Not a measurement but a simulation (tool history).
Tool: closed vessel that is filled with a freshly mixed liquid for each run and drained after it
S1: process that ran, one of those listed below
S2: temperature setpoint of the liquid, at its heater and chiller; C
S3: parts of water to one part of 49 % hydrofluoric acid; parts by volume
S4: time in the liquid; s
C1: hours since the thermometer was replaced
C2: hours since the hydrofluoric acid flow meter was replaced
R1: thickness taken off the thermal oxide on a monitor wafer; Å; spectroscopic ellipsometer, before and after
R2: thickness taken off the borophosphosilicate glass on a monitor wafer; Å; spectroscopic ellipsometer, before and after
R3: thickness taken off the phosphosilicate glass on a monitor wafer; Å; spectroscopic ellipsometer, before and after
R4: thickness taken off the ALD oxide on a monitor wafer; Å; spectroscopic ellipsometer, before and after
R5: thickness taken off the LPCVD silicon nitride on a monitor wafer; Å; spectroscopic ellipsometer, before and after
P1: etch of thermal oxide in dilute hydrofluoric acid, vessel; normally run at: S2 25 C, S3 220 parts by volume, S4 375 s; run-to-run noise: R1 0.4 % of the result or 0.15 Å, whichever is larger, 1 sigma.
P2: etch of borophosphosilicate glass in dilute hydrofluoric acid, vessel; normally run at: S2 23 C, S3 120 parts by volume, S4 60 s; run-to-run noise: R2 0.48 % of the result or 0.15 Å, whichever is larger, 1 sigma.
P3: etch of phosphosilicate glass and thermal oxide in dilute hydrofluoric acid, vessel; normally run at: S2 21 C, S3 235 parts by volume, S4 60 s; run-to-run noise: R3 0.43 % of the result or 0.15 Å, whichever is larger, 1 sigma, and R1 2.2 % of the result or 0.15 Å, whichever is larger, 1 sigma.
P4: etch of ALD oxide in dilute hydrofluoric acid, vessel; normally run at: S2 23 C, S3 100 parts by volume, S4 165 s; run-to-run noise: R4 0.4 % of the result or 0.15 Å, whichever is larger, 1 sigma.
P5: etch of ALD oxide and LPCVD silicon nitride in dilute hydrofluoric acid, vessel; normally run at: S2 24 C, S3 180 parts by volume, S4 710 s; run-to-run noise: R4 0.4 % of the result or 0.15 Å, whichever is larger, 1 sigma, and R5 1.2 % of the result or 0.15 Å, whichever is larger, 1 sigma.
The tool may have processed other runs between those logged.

run,hour,S1,S2,S3,S4,C1,C2,R1,R2,R3,R4,R5
1,7.4,P1,25,220,375,522.9,420.3,74.141,,,,
2,12.9,P2,23,120,60,528.4,425.8,,160.9,,,
3,20.3,P1,25,220,375,535.8,433.2,74.292,,,,
4,25.4,P3,21,420,60,540.9,438.3,4.8104,,97.365,,
5,32.8,P4,23,150,165,548.3,445.7,,,,98.469,
6,39.1,P5,24,260,710,554.6,452,,,,338.52,13.779
7,42.8,P4,23,100,30,558.3,455.7,,,,28.379,
8,49.3,P3,21,235,30,564.8,462.2,4.852,,102.07,,
9,52.9,P1,25,150,640,568.4,465.8,201.14,,,,
10,56.6,P1,25,220,45,572.1,469.5,8.6394,,,,
11,61.3,P1,25,220,375,576.8,474.2,74.411,,,,
12,66,P5,24,180,710,581.5,478.9,,,,530.72,19.452
13,72,P5,24,180,710,587.5,484.9,,,,530.2,19.319
14,78.4,P2,28.5,120,60,593.9,491.3,,198.61,,,
15,84.6,P4,27.5,100,165,600.1,497.5,,,,187.25,
16,89.2,P1,25,220,755,604.7,502.1,150.03,,,,
17,96.2,P1,25,220,375,611.7,509.1,74.346,,,,
18,103.3,P2,23,190,60,618.8,516.2,,94.111,,,
19,110.4,P3,21,235,60,625.9,523.3,9.3098,,204.76,,
20,117.4,P1,25,75,375,632.9,530.3,260.13,,,,
21,122.9,P5,24,180,1330,638.4,535.8,,,,991.39,37.229
22,127.9,P1,20.5,220,375,643.4,540.8,63.287,,,,
23,133.3,P3,21,235,60,648.8,546.2,9.8976,,205.73,,
24,139.9,P2,23,120,30,655.4,552.8,,80.653,,,
25,145.2,P1,25,305,375,660.7,558.1,49.054,,,,
26,148.9,P1,25,220,375,664.4,561.8,74.297,,,,
# hour 153: hydrofluoric acid flow meter replaced
27,153.2,P1,25,220,375,668.7,0.3,74.215,,,,
28,159.2,P1,29.5,220,230,674.7,6.3,53.412,,,,
29,162.7,P1,29,220,375,678.2,9.8,85.716,,,,
30,169.1,P4,23,100,165,684.6,16.2,,,,156.52,
31,173.9,P1,25,220,375,689.4,21,74.958,,,,
32,178.8,P5,32,180,710,694.3,25.9,,,,706.32,31.857
33,183.8,P3,17,235,60,699.3,30.9,7.9877,,177.04,,
34,188.3,P1,25,220,375,703.8,35.4,74.297,,,,
35,193.8,P1,25,220,375,709.3,40.9,76.122,,,,
36,200.3,P1,25,220,375,715.8,47.4,76.871,,,,
37,203.8,P1,25,220,375,719.3,50.9,77.999,,,,
38,209.9,P1,25,220,375,725.4,57,78.721,,,,
39,216.8,P1,25,220,375,732.3,63.9,78.482,,,,
40,223.1,P1,25,220,375,738.6,70.2,79.221,,,,
41,227.1,P1,25,220,375,742.6,74.2,78.876,,,,
42,232,P1,25,220,375,747.5,79.1,79.302,,,,
43,237.8,P1,25,220,375,753.3,84.9,79.009,,,,

What P1 gives has crept off from where it sat before. The 2 causes that follow fit the log equally well, each at the size noted:
A: hydrofluoric acid flow above the setpoint (%) = 5.03
B: liquid hotter than its thermometer reads (K) = 1.7
The drift started at roughly hour 188.3.

The list below offers 4 check runs, each averaging the results of 3 wafers, and shows each result as a question mark. For which of them would the listed causes give clearly different results?
check 1,243.6,P4,27.5,150,165,,,,,,?,
check 2,243.6,P5,24,180,1050,,,,,,?,?
check 3,243.6,P3,17.5,305,60,,,?,,?,,
check 4,243.6,P2,28.5,170,60,,,,?,,,

How each check would come out, cause by cause:
check,result,if A,if B
check 1,R4,123.49,124
check 2,R4,834.81,838.56
check 2,R5,30.329,32.171
check 3,R1,6.6036,6.615
check 3,R3,138.63,138.87
check 4,R2,139.83,140.02
Per check, the gap between the least separated pair of causes, taken in the result that splits them most: check 1 0.42 %; check 2 5.9 %; check 3 0.17 %; check 4 0.14 %
The causes can be told apart only by check 2. The other checks would give nearly the same results under each of them.

After running check 2, the following was obtained: R4 831.89 Å; R5 30.278 Å. Which cause does this point to?

The correct cause is A, namely: hydrofluoric acid flow above the setpoint (%).

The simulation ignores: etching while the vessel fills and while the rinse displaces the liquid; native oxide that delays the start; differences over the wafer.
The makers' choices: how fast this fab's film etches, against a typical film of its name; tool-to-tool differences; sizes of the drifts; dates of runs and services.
